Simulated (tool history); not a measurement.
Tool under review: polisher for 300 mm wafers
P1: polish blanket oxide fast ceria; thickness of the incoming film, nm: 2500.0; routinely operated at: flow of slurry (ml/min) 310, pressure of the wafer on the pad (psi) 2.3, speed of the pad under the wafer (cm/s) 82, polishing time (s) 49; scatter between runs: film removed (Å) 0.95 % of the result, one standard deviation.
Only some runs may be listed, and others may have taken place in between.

run,hour,flow of slurry (ml/min),pressure of the wafer on the pad (psi),speed of the pad under the wafer (cm/s),polishing time (s),wafers polished on this pad,hours since the slurry nozzle was cleaned,hours since the head pressure was calibrated,film removed (Å)
1,2.5,310,2.3,82,49,527,218.1,459.4,4644.6
2,6.1,430,2.3,82,49,580,221.7,463.0,4657.0
3,10.0,310,2.3,82,49,638,225.6,466.9,4494.1
4,13.2,310,1.2,82,24,686,228.8,470.1,1175.5
5,17.5,310,3.2,82,49,749,233.1,474.4,6327.6
6,20.8,185,2.3,82,49,798,236.4,477.7,4370.8
7,23.0,310,2.3,38,49,831,238.6,479.9,2119.4
# hour 24.2: slurry nozzle cleaned
8,26.7,310,2.3,82,73,886,2.6,483.6,6725.9
9,30.5,310,2.9,106,49,942,6.4,487.4,7424.6
10,32.9,310,1.7,50,49,978,8.8,489.8,2076.4
11,36.1,310,1.1,82,49,1025,12.0,493.0,2164.3
12,40.0,310,2.3,82,22,1083,15.9,496.9,2050.7
13,43.9,310,2.3,82,49,1141,19.8,500.8,4486.3
14,47.8,310,2.3,82,49,1199,23.7,504.7,4581.0
15,50.8,310,2.3,126,49,1243,26.7,507.7,7009.5
16,53.2,310,2.3,82,49,1279,29.1,510.1,4490.7
17,55.7,310,2.3,82,49,1316,31.6,512.6,4458.5
18,60.3,310,2.3,82,49,1384,36.2,517.2,4465.7

Run 19, settings as shown, results not yet in. Your forecast:
19,65.1,310,2.3,82,49,1455,41.0,522.0,?

{"run 19": {"film removed (Å)": 4297.8}}
